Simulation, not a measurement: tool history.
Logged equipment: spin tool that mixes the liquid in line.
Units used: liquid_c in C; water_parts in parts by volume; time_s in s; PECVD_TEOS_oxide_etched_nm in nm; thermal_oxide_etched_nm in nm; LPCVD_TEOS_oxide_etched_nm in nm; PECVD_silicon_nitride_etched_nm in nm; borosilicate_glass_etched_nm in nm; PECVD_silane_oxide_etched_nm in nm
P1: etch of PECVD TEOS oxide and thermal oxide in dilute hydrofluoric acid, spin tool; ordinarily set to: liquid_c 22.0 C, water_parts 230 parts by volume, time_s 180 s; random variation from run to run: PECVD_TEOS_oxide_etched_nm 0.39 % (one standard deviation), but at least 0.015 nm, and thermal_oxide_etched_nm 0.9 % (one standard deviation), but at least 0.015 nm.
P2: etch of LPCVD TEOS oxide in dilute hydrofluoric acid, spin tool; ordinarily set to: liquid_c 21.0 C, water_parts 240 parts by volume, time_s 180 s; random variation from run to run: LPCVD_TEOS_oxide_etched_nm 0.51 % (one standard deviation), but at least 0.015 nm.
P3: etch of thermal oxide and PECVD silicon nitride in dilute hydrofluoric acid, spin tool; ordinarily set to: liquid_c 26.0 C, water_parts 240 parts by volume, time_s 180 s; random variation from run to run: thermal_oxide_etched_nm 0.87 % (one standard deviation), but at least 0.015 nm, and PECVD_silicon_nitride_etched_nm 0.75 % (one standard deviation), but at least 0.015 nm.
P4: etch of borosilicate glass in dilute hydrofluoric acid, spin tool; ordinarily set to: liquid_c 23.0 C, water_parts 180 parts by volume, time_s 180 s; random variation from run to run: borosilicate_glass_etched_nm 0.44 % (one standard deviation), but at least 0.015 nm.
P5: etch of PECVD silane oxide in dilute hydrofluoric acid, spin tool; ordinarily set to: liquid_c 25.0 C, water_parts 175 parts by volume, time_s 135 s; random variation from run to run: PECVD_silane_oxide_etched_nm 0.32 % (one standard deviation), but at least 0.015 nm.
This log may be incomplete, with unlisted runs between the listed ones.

| run | hour | process | liquid_c | water_parts | time_s | PECVD_TEOS_oxide_etched_nm | thermal_oxide_etched_nm | LPCVD_TEOS_oxide_etched_nm | PECVD_silicon_nitride_etched_nm | borosilicate_glass_etched_nm | PECVD_silane_oxide_etched_nm |
|---|---|---|---|---|---|---|---|---|---|---|---|
| 1 | 5.3 | P1 | 22.0 | 230 | 180 | 10.1660 | 2.8813 |  |  |  |  |
| 2 | 10.4 | P1 | 22.0 | 230 | 320 | 18.2590 | 5.2254 |  |  |  |  |
| 3 | 13.8 | P1 | 22.0 | 230 | 180 | 10.3080 | 2.9002 |  |  |  |  |
| 4 | 19.5 | P1 | 22.0 | 230 | 180 | 10.2920 | 2.8531 |  |  |  |  |
| 5 | 22.4 | P1 | 17.5 | 230 | 180 | 8.6003 | 2.4295 |  |  |  |  |
| 6 | 26.0 | P2 | 21.0 | 240 | 180 |  |  | 21.544 |  |  |  |
| 7 | 29.3 | P2 | 21.0 | 240 | 180 |  |  | 21.629 |  |  |  |
|  | 34.8 | thermometer replaced |
| 8 | 35.2 | P1 | 29.0 | 230 | 270 | 19.7260 | 5.7254 |  |  |  |  |
| 9 | 39.2 | P1 | 22.0 | 230 | 180 | 10.2180 | 2.9017 |  |  |  |  |
| 10 | 43.1 | P3 | 26.0 | 240 | 180 |  | 3.1193 |  | 3.05440 |  |  |
| 11 | 48.6 | P3 | 26.0 | 240 | 180 |  | 3.1018 |  | 3.02690 |  |  |
| 12 | 51.6 | P2 | 17.0 | 240 | 180 |  |  | 18.593 |  |  |  |
| 13 | 54.7 | P4 | 23.0 | 180 | 15 |  |  |  |  | 1.9149 |  |
| 14 | 58.2 | P1 | 22.0 | 230 | 95 | 5.3932 | 1.5396 |  |  |  |  |
| 15 | 63.9 | P5 | 25.0 | 250 | 135 |  |  |  |  |  | 10.506 |
| 16 | 68.3 | P5 | 25.0 | 175 | 135 |  |  |  |  |  | 16.120 |
| 17 | 71.6 | P3 | 26.0 | 105 | 180 |  | 8.4263 |  | 6.95320 |  |  |
| 18 | 74.8 | P5 | 25.0 | 175 | 215 |  |  |  |  |  | 25.834 |
| 19 | 78.0 | P1 | 30.0 | 230 | 180 | 13.5780 | 3.8698 |  |  |  |  |
| 20 | 80.9 | P1 | 22.0 | 230 | 180 | 10.2200 | 2.9403 |  |  |  |  |
| 21 | 83.9 | P1 | 22.0 | 90 | 180 | 30.3300 | 8.7044 |  |  |  |  |
| 22 | 87.4 | P1 | 22.0 | 425 | 180 | 4.6559 | 1.3135 |  |  |  |  |
| 23 | 92.6 | P3 | 26.0 | 240 | 40 |  | 0.6876 |  | 0.67437 |  |  |
| 24 | 98.4 | P4 | 23.0 | 180 | 180 |  |  |  |  | 22.7580 |  |
| 25 | 104.2 | P4 | 23.0 | 270 | 180 |  |  |  |  | 13.8490 |  |
| 26 | 109.7 | P1 | 22.0 | 230 | 180 | 10.3030 | 2.9119 |  |  |  |  |
| 27 | 112.7 | P4 | 23.0 | 180 | 180 |  |  |  |  | 22.7080 |  |
| 28 | 116.3 | P2 | 21.0 | 125 | 180 |  |  | 46.771 |  |  |  |
| 29 | 120.7 | P2 | 21.0 | 240 | 280 |  |  | 33.394 |  |  |  |
| 30 | 125.3 | P1 | 22.0 | 230 | 180 | 10.2660 | 2.9243 |  |  |  |  |
| 31 | 129.3 | P4 | 17.0 | 180 | 180 |  |  |  |  | 17.8950 |  |
| 32 | 133.1 | P5 | 17.0 | 175 | 135 |  |  |  |  |  | 11.884 |
| 33 | 138.9 | P3 | 32.5 | 240 | 180 |  | 3.8672 |  | 4.40750 |  |  |
| 34 | 144.5 | P1 | 22.0 | 230 | 180 | 10.2580 | 2.9115 |  |  |  |  |
| 35 | 148.9 | P1 | 22.0 | 230 | 180 | 10.7130 | 3.0648 |  |  |  |  |
| 36 | 152.6 | P1 | 22.0 | 230 | 180 | 10.8140 | 3.0680 |  |  |  |  |
| 37 | 156.1 | P1 | 22.0 | 230 | 180 | 10.9020 | 3.1588 |  |  |  |  |
| 38 | 160.0 | P1 | 22.0 | 230 | 180 | 11.0430 | 3.1199 |  |  |  |  |
| 39 | 163.2 | P1 | 22.0 | 230 | 180 | 11.0700 | 3.1193 |  |  |  |  |
| 40 | 169.2 | P1 | 22.0 | 230 | 180 | 11.1540 | 3.1253 |  |  |  |  |

P1 no longer gives what it gave before; its output has crept away from where it was. The following 2 causes, each at its listed size, fit the log equally well:
A: liquid hotter than its thermometer reads (K) = 2.17
B: hydrofluoric acid flow above the setpoint (%) = 6.7
Creep in the process output first set in at about hour 144.5.

Consider the 4 single-wafer check runs listed below, results given as question marks: which one distinguishes between the causes by giving clearly different results for each?
| check 1 | 175.2 | P3 | 26.0 | 240 | 180 |  | ? |  | ? |  |  |
| check 2 | 175.2 | P2 | 21.0 | 240 | 180 |  |  | ? |  |  |  |
| check 3 | 175.2 | P5 | 25.0 | 175 | 135 |  |  |  |  |  | ? |
| check 4 | 175.2 | P4 | 23.0 | 180 | 180 |  |  |  |  | ? |  |

If the cause were each of the candidates in turn, the checks would give the following:
| check | result | if A | if B |
|---|---|---|---|
| check 1 | thermal_oxide_etched_nm | 3.3541 | 3.3737 |
| check 1 | PECVD_silicon_nitride_etched_nm | 3.43980 | 3.21900 |
| check 2 | LPCVD_TEOS_oxide_etched_nm | 23.323 | 23.313 |
| check 3 | PECVD_silane_oxide_etched_nm | 17.568 | 17.527 |
| check 4 | borosilicate_glass_etched_nm | 24.6260 | 24.5250 |
Per-check spread between the two closest causes, in the result where they differ most: check 1 6.63 %; check 2 0.05 %; check 3 0.24 %; check 4 0.41 %
Check 1 tells the causes apart: in the others they would give nearly the same result.

With check 1 done, the readings were: thermal_oxide_etched_nm 3.3564 nm; PECVD_silicon_nitride_etched_nm 3.45910 nm. Identify which of the listed causes applies.

It was cause A: liquid hotter than its thermometer reads (K).
